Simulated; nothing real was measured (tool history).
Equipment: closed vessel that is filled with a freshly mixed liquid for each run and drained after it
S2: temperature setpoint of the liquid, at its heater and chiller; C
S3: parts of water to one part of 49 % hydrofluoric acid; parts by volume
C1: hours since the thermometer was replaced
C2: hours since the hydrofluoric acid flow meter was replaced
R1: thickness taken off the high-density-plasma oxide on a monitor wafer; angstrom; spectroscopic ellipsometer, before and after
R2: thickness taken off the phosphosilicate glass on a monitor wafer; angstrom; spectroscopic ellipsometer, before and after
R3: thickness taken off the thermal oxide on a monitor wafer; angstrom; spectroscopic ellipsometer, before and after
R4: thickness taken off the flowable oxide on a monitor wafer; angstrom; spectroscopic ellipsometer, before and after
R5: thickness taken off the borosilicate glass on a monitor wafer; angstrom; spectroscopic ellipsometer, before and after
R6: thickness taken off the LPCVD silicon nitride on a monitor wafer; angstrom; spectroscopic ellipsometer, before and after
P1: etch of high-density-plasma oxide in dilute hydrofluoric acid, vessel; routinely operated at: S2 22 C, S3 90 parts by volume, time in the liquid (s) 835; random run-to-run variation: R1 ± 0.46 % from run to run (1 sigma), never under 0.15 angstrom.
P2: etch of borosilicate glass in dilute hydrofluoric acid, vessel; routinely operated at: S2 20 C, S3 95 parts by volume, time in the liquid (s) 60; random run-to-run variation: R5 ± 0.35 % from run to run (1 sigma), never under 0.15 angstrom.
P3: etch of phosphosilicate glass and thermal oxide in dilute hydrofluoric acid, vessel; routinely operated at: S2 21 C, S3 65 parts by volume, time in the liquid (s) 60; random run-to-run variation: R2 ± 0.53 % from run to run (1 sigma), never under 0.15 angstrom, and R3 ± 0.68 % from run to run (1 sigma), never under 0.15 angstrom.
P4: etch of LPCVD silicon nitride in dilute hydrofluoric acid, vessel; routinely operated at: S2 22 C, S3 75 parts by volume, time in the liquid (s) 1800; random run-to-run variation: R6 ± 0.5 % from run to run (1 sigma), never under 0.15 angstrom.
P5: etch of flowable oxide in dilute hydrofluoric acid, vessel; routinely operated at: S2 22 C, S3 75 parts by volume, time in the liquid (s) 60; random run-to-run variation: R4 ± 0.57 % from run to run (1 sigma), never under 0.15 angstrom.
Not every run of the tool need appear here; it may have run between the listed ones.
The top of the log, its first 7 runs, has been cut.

{"run": 8, "hour": 69.4, "process that ran": "P1", "S2": 22, "S3": 90, "time in the liquid (s)": 835, "C1": 11.1, "C2": 898, "R1": 491.66}
{"run": 9, "hour": 76.6, "process that ran": "P2", "S2": 17, "S3": 95, "time in the liquid (s)": 60, "C1": 18.3, "C2": 905.2, "R5": 267.57}
{"run": 10, "hour": 85.5, "process that ran": "P5", "S2": 22, "S3": 75, "time in the liquid (s)": 60, "C1": 27.2, "C2": 914.1, "R4": 504.48}
{"run": 11, "hour": 92.9, "process that ran": "P3", "S2": 21, "S3": 100, "time in the liquid (s)": 60, "C1": 34.6, "C2": 921.5, "R2": 555.74, "R3": 24.133}
{"run": 12, "hour": 98.2, "process that ran": "P4", "S2": 22, "S3": 75, "time in the liquid (s)": 490, "C1": 39.9, "C2": 926.8, "R6": 28.767}
{"run": 13, "hour": 108.6, "process that ran": "P5", "S2": 22, "S3": 75, "time in the liquid (s)": 30, "C1": 50.3, "C2": 937.2, "R4": 253.42}
{"run": 14, "hour": 117.3, "process that ran": "P2", "S2": 20, "S3": 95, "time in the liquid (s)": 90, "C1": 59, "C2": 945.9, "R5": 451.47}
{"run": 15, "hour": 129.6, "process that ran": "P2", "S2": 20, "S3": 95, "time in the liquid (s)": 60, "C1": 71.3, "C2": 958.2, "R5": 301.73}
{"run": 16, "hour": 137.0, "process that ran": "P4", "S2": 22, "S3": 75, "time in the liquid (s)": 1800, "C1": 78.7, "C2": 965.6, "R6": 105.54}
{"run": 17, "hour": 143.7, "process that ran": "P3", "S2": 21, "S3": 65, "time in the liquid (s)": 60, "C1": 85.4, "C2": 972.3, "R2": 884.76, "R3": 38.895}
{"run": 18, "hour": 155.2, "process that ran": "P1", "S2": 22, "S3": 90, "time in the liquid (s)": 835, "C1": 96.9, "C2": 983.8, "R1": 488.79}
{"run": 19, "hour": 163.3, "process that ran": "P4", "S2": 22, "S3": 45, "time in the liquid (s)": 1800, "C1": 105, "C2": 991.9, "R6": 173.66}
{"run": 20, "hour": 174.9, "process that ran": "P5", "S2": 22, "S3": 75, "time in the liquid (s)": 60, "C1": 116.6, "C2": 1003.5, "R4": 501.98}
{"run": 21, "hour": 185.6, "process that ran": "P2", "S2": 20, "S3": 45, "time in the liquid (s)": 60, "C1": 127.3, "C2": 1014.2, "R5": 674.17}
{"run": 22, "hour": 193.5, "process that ran": "P1", "S2": 22, "S3": 90, "time in the liquid (s)": 835, "C1": 135.2, "C2": 1022.1, "R1": 487.21}
{"run": 23, "hour": 204.0, "process that ran": "P1", "S2": 22, "S3": 90, "time in the liquid (s)": 1580, "C1": 145.7, "C2": 1032.6, "R1": 926.61}

Estimate the outcome of run 24 from the log above:
{"run": 24, "hour": 213.6, "process that ran": "P1", "S2": 22, "S3": 125, "time in the liquid (s)": 835, "C1": 155.3, "C2": 1042.2, "R1": "?"}

{"run 24": {"R1": 339.38}}
